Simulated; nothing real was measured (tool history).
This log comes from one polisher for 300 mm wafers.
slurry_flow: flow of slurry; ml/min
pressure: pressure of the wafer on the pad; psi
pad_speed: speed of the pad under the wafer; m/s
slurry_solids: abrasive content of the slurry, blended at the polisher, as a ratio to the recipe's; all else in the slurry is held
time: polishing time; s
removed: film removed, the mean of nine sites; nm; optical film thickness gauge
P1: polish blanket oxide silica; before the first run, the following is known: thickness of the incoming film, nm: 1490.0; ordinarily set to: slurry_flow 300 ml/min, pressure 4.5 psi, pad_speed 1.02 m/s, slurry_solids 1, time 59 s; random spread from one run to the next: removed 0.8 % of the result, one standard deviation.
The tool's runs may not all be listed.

run   hour  slurry_flow  pressure  pad_speed  slurry_solids  time  wafers polished on this pad  hours since the slurry nozzle was cleaned  hours since the head pressure was calibrated  hours since the slurry blender was calibrated  hours since the conditioning disc was replaced  removed
  1   15.1          300       4.5       1.02              1    59                          723                                      124.3                                         223.6                                           36.5                                            68.7   227.18
  2   29.6          225       5.7       1.02              1    59                          885                                      138.8                                         238.1                                             51                                            83.2   284.32
  3   45.7          300       4.5       1.02              1    27                         1064                                      154.9                                         254.2                                           67.1                                            99.3   105.52
      48.7  -- conditioning disc replaced and pad reconditioned
  4     62          300       4.5       1.52              1    59                         1246                                      171.2                                         270.5                                           83.4                                            13.4   316.56
  5   78.1          300         2       1.02              1    59                         1426                                      187.3                                         286.6                                           99.5                                            29.5   101.47
  6   91.7          300       6.9       1.02              1    59                         1577                                      200.9                                         300.2                                          113.1                                            43.1   355.39
  7  105.2          300       4.5       1.02              1    59                         1728                                      214.4                                         313.7                                          126.6                                            56.6   229.55
  8  113.8          300       4.5       1.02              1    59                         1823                                        223                                         322.3                                          135.2                                            65.2   229.86
  9  123.9          300       4.5       0.76           1.25    59                         1936                                      233.1                                         332.4                                          145.3                                            75.3   197.96
 10    138          300       4.5       1.02           0.55    59                         2093                                      247.2                                         346.5                                          159.4                                            89.4   165.46
 11  155.3          300       4.5       0.48              1    59                         2286                                      264.5                                         363.8                                          176.7                                           106.7   125.62
 12  171.1          300       4.5       1.02              1    59                         2462                                      280.3                                         379.6                                          192.5                                           122.5   230.15
 13  182.1          300       4.5       1.02              1    59                         2585                                      291.3                                         390.6                                          203.5                                           133.5   231.14
 14  198.3          180       4.5       1.02              1    59                         2765                                      307.5                                         406.8                                          219.7                                           149.7   214.77
 15  207.2          300       4.5       1.02              1    59                         2864                                      316.4                                         415.7                                          228.6                                           158.6   230.67
 16  221.3          300       4.5       1.02            1.4    59                         3022                                      330.5                                         429.8                                          242.7                                           172.7   266.02
 17  230.9          455       4.5       1.02              1    59                         3129                                      340.1                                         439.4                                          252.3                                           182.3   233.53
 18  242.2          300       4.5       1.02              1    92                         3255                                      351.4                                         450.7                                          263.6                                           193.6    356.6
 19  255.2          300       4.5       1.02              1    59                         3399                                      364.4                                         463.7                                          276.6                                           206.6   225.31
 20    273          300       4.5       1.02              1    59                         3598                                      382.2                                         481.5                                          294.4                                           224.4   227.27
 21  283.4          300       4.5       1.02              1    59                         3714                                      392.6                                         491.9                                          304.8                                           234.8   219.22
 22  293.1          300       4.5       1.02              1    59                         3822                                      402.3                                         501.6                                          314.5                                           244.5   216.43
 23  302.1          300       4.5       1.02              1    59                         3922                                      411.3                                         510.6                                          323.5                                           253.5   211.54
 24  315.3          300       4.5       1.02              1    59                         4069                                      424.5                                         523.8                                          336.7                                           266.7   210.65
     328.3  -- slurry nozzle cleaned
 25  329.5          300       4.5       1.02              1    59                         4228                                        1.2                                           538                                          350.9                                           280.9    209.3
     335.3  -- head pressure recalibrated
 26  345.4          300       4.5       1.02              1    59                         4405                                       17.1                                          10.1                                          366.8                                           296.8   208.09
     354.1  -- conditioning disc replaced and pad reconditioned
 27  354.9          300       4.5       1.02              1    59                         4511                                       26.6                                          19.6                                          376.3                                             0.9   206.94
 28  372.4          300       4.5       1.02              1    59                         4706                                       44.1                                          37.1                                          393.8                                            18.4   206.26

Run 29 has not been measured yet. What should we expect?
 29  383.2          300       4.5       1.02              1    59                         4826                                       54.9                                          47.9                                          404.6                                            29.2        ?

Run 29 gave removed 205.2 nm.

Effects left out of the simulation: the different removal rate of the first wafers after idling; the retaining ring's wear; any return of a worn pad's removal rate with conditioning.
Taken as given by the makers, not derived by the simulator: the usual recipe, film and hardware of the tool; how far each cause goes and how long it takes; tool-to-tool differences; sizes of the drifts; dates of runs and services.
